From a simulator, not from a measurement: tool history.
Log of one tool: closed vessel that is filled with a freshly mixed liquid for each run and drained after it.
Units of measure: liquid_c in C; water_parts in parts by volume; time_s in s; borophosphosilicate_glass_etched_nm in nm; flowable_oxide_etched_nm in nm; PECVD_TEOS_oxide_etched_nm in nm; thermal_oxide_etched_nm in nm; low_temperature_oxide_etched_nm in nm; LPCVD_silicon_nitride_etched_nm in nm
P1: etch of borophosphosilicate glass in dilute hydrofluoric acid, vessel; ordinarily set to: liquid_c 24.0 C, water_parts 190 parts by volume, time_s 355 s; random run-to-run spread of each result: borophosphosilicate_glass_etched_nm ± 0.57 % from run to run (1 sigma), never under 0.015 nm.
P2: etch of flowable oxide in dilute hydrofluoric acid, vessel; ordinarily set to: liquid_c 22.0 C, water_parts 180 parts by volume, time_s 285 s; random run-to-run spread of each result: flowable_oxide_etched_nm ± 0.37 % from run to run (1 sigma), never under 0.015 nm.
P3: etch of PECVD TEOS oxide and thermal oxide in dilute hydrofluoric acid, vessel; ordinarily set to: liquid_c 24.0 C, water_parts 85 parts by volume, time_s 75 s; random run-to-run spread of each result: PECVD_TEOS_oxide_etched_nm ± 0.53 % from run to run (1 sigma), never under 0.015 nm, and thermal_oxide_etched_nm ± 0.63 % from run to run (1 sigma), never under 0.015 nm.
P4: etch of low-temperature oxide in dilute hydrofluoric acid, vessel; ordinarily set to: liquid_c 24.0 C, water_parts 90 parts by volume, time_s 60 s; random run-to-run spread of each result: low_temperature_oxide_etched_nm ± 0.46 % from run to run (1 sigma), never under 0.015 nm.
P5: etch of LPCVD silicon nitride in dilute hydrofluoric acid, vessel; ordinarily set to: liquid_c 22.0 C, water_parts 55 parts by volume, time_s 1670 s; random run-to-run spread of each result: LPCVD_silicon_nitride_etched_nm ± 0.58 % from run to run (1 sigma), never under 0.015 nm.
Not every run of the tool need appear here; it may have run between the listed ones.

run	hour	process	liquid_c	water_parts	time_s	hours since the thermometer was replaced	hours since the hydrofluoric acid flow meter was replaced	borophosphosilicate_glass_etched_nm	flowable_oxide_etched_nm	PECVD_TEOS_oxide_etched_nm	thermal_oxide_etched_nm	low_temperature_oxide_etched_nm	LPCVD_silicon_nitride_etched_nm
1	9.2	P1	24.0	190	355	588.9	417.3	43.132					
2	19.3	P2	22.0	180	30	599.0	427.4		5.3831				
3	30.2	P1	24.0	100	355	609.9	438.3	91.993					
4	42.2	P3	28.0	85	75	621.9	450.3			12.5930	5.1479		
5	57.3	P2	22.0	60	285	637.0	465.4		176.0900				
6	66.0	P4	28.5	90	60	645.7	474.1					10.0310	
7	75.3	P2	17.0	180	285	655.0	483.4		42.1320				
8	87.3	P1	24.0	190	85	667.0	495.4	10.311					
9	99.6	P1	24.0	190	355	679.3	507.7	43.406					
10	113.3	P1	24.0	190	355	693.0	521.4	43.325					
11	121.1	P1	18.0	190	355	700.8	529.2	34.052					
12	132.2	P3	24.0	85	75	711.9	540.3			10.7270	4.3619		
13	143.8	P1	28.5	255	355	723.5	551.9	34.800					
14	155.4	P3	24.0	50	75	735.1	563.5			19.0710	7.7905		
15	168.6	P5	28.5	55	1670	748.3	576.7						19.0750
16	181.6	P3	24.0	85	30	761.3	589.7			4.3145	1.7496		
17	189.5	P1	24.0	190	545	769.2	597.6	66.101					
18	198.6	P4	24.0	90	60	778.3	606.7					8.3354	
19	207.1	P1	27.5	190	355	786.8	615.2	49.547					
20	221.6	P1	24.0	310	355	801.3	629.7	23.407					
21	230.8	P5	22.0	55	1670	810.5	638.9						12.2420
22	243.3	P5	22.0	80	1670	823.0	651.4						8.4890
23	254.0	P2	22.0	180	285	833.7	662.1		51.0270				
24	268.7	P1	18.5	190	595	848.4	676.8	58.691					
25	281.9	P1	24.0	190	355	861.6	690.0	43.169					
26	292.5	P5	22.0	55	790	872.2	700.6						5.8347
27	300.6	P5	22.0	55	1670	880.3	708.7						12.2940
28	315.1	P2	22.0	180	285	894.8	723.2		51.4760				
29	324.3	P3	24.0	85	75	904.0	732.4			10.8220	4.2929		
30	339.2	P4	24.0	90	105	918.9	747.3					14.6160	
31	348.4	P4	24.0	145	60	928.1	756.5					4.8736	
32	356.5	P1	24.0	190	355	936.2	764.6	43.539					
33	368.7	P1	24.0	190	355	948.4	776.8	41.967					
34	382.6	P1	24.0	190	355	962.3	790.7	40.781					
35	390.9	P1	24.0	190	355	970.6	799.0	40.407					
36	403.7	P1	24.0	190	355	983.4	811.8	40.678					
37	414.2	P1	24.0	190	355	993.9	822.3	40.091					
38	423.3	P1	24.0	190	355	1003.0	831.4	40.616					
39	432.9	P1	24.0	190	355	1012.6	841.0	40.254					
40	444.3	P1	24.0	190	355	1024.0	852.4	39.838					
41	451.5	P1	24.0	190	355	1031.2	859.6	40.045					

P1 no longer gives what it gave before; its output has crept away from where it was. The following 2 causes, each at its listed size, fit the log equally well:
A: liquid colder than its thermometer reads (K) = 2.05
B: hydrofluoric acid flow below the setpoint (%) = 6.14
The gradual shift began around hour 356.5.

Listed below are the offered check runs, one wafer per run, with question marks in place of results. For which of them would the causes give clearly different outcomes?
check 1	458.7	P3	24.0	85	75					?	?		
check 2	458.7	P5	22.0	55	1670								?
check 3	458.7	P2	22.0	180	285				?				
check 4	458.7	P4	24.0	90	60							?	

Expected result of each check under each candidate cause:
check	result	if A	if B
check 1	PECVD_TEOS_oxide_etched_nm	9.9450	10.0700
check 1	thermal_oxide_etched_nm	4.0228	4.0736
check 2	LPCVD_silicon_nitride_etched_nm	10.6350	11.5110
check 3	flowable_oxide_etched_nm	47.4070	47.5810
check 4	low_temperature_oxide_etched_nm	7.7120	7.8040
Minimum pairwise separation of causes per check, each pair taken at its best-separating result: check 1 1.25 %; check 2 7.91 %; check 3 0.37 %; check 4 1.19 %
The other checks would show nearly matching results whichever cause is true, so check 2 is the only one that separates the causes.

With check 2 done, the readings were: LPCVD_silicon_nitride_etched_nm 11.5560 nm. Identify which of the listed causes applies.

The cause is B: hydrofluoric acid flow below the setpoint (%).

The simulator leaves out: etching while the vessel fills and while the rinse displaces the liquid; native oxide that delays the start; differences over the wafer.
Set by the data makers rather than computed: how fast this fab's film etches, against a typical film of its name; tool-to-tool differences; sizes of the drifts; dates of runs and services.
